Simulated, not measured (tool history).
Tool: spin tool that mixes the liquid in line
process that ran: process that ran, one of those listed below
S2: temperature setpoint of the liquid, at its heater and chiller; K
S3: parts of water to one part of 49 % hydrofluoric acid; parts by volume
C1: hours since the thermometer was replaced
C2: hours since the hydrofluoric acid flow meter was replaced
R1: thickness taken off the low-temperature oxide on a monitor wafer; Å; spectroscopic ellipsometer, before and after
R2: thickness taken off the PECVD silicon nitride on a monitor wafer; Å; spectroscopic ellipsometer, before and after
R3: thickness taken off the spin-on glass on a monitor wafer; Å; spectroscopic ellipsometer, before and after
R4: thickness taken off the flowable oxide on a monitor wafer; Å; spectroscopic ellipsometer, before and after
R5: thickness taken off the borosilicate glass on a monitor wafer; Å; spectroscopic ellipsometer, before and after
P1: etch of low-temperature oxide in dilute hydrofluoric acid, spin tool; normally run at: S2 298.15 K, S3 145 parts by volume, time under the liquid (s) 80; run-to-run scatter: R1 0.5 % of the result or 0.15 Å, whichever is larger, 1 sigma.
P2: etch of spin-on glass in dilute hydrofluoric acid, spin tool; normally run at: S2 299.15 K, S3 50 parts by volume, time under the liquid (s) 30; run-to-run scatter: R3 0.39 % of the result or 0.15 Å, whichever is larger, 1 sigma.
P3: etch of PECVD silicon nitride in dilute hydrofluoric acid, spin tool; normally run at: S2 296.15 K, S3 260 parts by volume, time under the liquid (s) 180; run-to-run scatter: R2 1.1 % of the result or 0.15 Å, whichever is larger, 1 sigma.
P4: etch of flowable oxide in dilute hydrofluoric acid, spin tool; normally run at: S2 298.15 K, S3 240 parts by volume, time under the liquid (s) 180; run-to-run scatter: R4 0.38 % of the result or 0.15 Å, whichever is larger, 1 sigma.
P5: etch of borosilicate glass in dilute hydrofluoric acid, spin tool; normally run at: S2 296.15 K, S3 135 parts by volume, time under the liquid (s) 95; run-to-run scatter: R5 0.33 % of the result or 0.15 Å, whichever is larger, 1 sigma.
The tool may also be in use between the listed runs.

{"run": 1, "hour": 8.7, "process that ran": "P1", "S2": 298.15, "S3": 145, "time under the liquid (s)": 80, "C1": 2008.6, "C2": 104.7, "R1": 137.09}
{"run": 2, "hour": 17.0, "process that ran": "P1", "S2": 298.15, "S3": 145, "time under the liquid (s)": 80, "C1": 2016.9, "C2": 113.0, "R1": 136.55}
{"run": 3, "hour": 25.3, "process that ran": "P3", "S2": 296.15, "S3": 55, "time under the liquid (s)": 180, "C1": 2025.2, "C2": 121.3, "R2": 90.07}
{"run": 4, "hour": 34.6, "process that ran": "P1", "S2": 298.15, "S3": 145, "time under the liquid (s)": 15, "C1": 2034.5, "C2": 130.6, "R1": 25.513}
{"run": 5, "hour": 41.5, "process that ran": "P2", "S2": 307.15, "S3": 50, "time under the liquid (s)": 30, "C1": 2041.4, "C2": 137.5, "R3": 301.58}
{"run": 6, "hour": 47.4, "process that ran": "P1", "S2": 290.15, "S3": 145, "time under the liquid (s)": 80, "C1": 2047.3, "C2": 143.4, "R1": 99.595}
{"run": 7, "hour": 56.5, "process that ran": "P2", "S2": 299.15, "S3": 50, "time under the liquid (s)": 30, "C1": 2056.4, "C2": 152.5, "R3": 220.05}
{"run": 8, "hour": 61.4, "process that ran": "P3", "S2": 296.15, "S3": 260, "time under the liquid (s)": 180, "C1": 2061.3, "C2": 157.4, "R2": 19.469}
{"run": 9, "hour": 69.1, "process that ran": "P4", "S2": 298.15, "S3": 240, "time under the liquid (s)": 60, "C1": 2069.0, "C2": 165.1, "R4": 74.559}
{"run": 10, "hour": 79.6, "process that ran": "P1", "S2": 298.15, "S3": 145, "time under the liquid (s)": 155, "C1": 2079.5, "C2": 175.6, "R1": 266.41}
{"run": 11, "hour": 85.1, "process that ran": "P1", "S2": 294.15, "S3": 145, "time under the liquid (s)": 150, "C1": 2085.0, "C2": 181.1, "R1": 220.22}
{"run": 12, "hour": 93.6, "process that ran": "P2", "S2": 299.15, "S3": 50, "time under the liquid (s)": 15, "C1": 2093.5, "C2": 189.6, "R3": 109.82}
{"run": 13, "hour": 99.4, "process that ran": "P4", "S2": 298.15, "S3": 240, "time under the liquid (s)": 180, "C1": 2099.3, "C2": 195.4, "R4": 223.49}
{"run": 14, "hour": 107.1, "process that ran": "P5", "S2": 290.15, "S3": 135, "time under the liquid (s)": 95, "C1": 2107.0, "C2": 203.1, "R5": 161.6}
{"run": 15, "hour": 112.7, "process that ran": "P1", "S2": 298.15, "S3": 145, "time under the liquid (s)": 80, "C1": 2112.6, "C2": 208.7, "R1": 136.62}
{"run": 16, "hour": 118.0, "process that ran": "P1", "S2": 298.15, "S3": 145, "time under the liquid (s)": 80, "C1": 2117.9, "C2": 214.0, "R1": 137.55}
{"run": 17, "hour": 122.8, "process that ran": "P3", "S2": 303.15, "S3": 260, "time under the liquid (s)": 180, "C1": 2122.7, "C2": 218.8, "R2": 30.159}
{"run": 18, "hour": 129.6, "process that ran": "P1", "S2": 291.65, "S3": 235, "time under the liquid (s)": 80, "C1": 2129.5, "C2": 225.6, "R1": 59.913}
{"run": 19, "hour": 135.7, "process that ran": "P3", "S2": 296.15, "S3": 260, "time under the liquid (s)": 180, "C1": 2135.6, "C2": 231.7, "R2": 19.29}
{"run": 20, "hour": 145.5, "process that ran": "P3", "S2": 296.15, "S3": 260, "time under the liquid (s)": 285, "C1": 2145.4, "C2": 241.5, "R2": 31.167}
{"run": 21, "hour": 152.1, "process that ran": "P2", "S2": 299.15, "S3": 50, "time under the liquid (s)": 30, "C1": 2152.0, "C2": 248.1, "R3": 219.64}
{"run": 22, "hour": 162.4, "process that ran": "P4", "S2": 298.15, "S3": 380, "time under the liquid (s)": 180, "C1": 2162.3, "C2": 258.4, "R4": 123.91}

The next listed run, before its measurement:
{"run": 23, "hour": 171.5, "process that ran": "P2", "S2": 299.15, "S3": 25, "time under the liquid (s)": 30, "C1": 2171.4, "C2": 267.5, "R3": "?"}

R3: 455.99 Å

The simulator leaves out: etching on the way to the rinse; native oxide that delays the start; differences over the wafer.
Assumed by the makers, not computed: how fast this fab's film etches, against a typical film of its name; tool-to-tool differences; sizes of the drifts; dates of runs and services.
